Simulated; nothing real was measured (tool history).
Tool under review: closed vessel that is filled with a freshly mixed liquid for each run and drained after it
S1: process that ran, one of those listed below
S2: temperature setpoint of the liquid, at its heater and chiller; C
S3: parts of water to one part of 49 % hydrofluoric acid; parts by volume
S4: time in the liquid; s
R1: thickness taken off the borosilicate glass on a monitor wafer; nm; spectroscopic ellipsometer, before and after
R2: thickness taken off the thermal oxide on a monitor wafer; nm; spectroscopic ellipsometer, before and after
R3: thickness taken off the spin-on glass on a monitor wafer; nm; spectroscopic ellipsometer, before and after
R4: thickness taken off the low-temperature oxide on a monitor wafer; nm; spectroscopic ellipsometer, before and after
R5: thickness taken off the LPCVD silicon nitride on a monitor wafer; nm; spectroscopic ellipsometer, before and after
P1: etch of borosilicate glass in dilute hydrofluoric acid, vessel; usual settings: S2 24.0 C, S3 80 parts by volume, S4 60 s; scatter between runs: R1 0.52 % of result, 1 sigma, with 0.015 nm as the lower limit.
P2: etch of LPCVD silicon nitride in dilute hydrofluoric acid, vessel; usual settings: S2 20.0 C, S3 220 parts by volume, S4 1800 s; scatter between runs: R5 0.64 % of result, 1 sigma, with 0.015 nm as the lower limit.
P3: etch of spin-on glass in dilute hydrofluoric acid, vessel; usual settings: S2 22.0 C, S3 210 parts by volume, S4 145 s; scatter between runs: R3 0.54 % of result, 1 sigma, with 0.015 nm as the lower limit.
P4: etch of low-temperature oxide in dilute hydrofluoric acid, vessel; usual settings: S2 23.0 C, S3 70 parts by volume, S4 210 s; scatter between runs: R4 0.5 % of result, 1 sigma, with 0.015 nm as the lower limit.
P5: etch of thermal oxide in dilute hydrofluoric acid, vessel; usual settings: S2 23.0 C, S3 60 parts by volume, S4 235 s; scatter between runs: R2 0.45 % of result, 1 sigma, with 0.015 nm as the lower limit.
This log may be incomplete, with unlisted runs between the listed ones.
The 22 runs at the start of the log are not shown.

run	hour	S1	S2	S3	S4	R1	R2	R3	R4	R5
23	136.1	P3	22.0	210	45			8.5232		
24	139.9	P2	20.0	40	1800					17.1120
25	146.5	P1	24.0	80	60	24.753				
26	154.3	P1	24.0	80	60	24.790				
27	161.6	P2	25.0	220	1800					4.5344
28	168.5	P2	20.0	220	1800					3.2633
29	177.0	P3	22.0	210	145			27.4400		
# hour 178.7: hydrofluoric acid flow meter replaced
30	181.1	P1	24.0	145	60	12.643				
31	188.0	P1	24.0	80	30	12.455				
32	193.6	P4	23.0	70	210				30.890	
33	198.6	P1	24.0	20	60	107.830				
34	203.4	P1	24.0	80	60	24.844				
35	211.4	P1	24.0	80	60	25.468				
36	219.4	P1	24.0	80	60	25.688				
37	225.0	P1	24.0	80	60	25.903				
38	230.8	P1	24.0	80	60	26.034				
39	236.4	P1	24.0	80	60	26.158				
40	243.1	P1	24.0	80	60	25.925				
41	248.0	P1	24.0	80	60	26.013				

Run 42 comes next. What will it give?
42	253.8	P1	24.0	80	60	?				

{"run 42": {"R1": 26.156}}

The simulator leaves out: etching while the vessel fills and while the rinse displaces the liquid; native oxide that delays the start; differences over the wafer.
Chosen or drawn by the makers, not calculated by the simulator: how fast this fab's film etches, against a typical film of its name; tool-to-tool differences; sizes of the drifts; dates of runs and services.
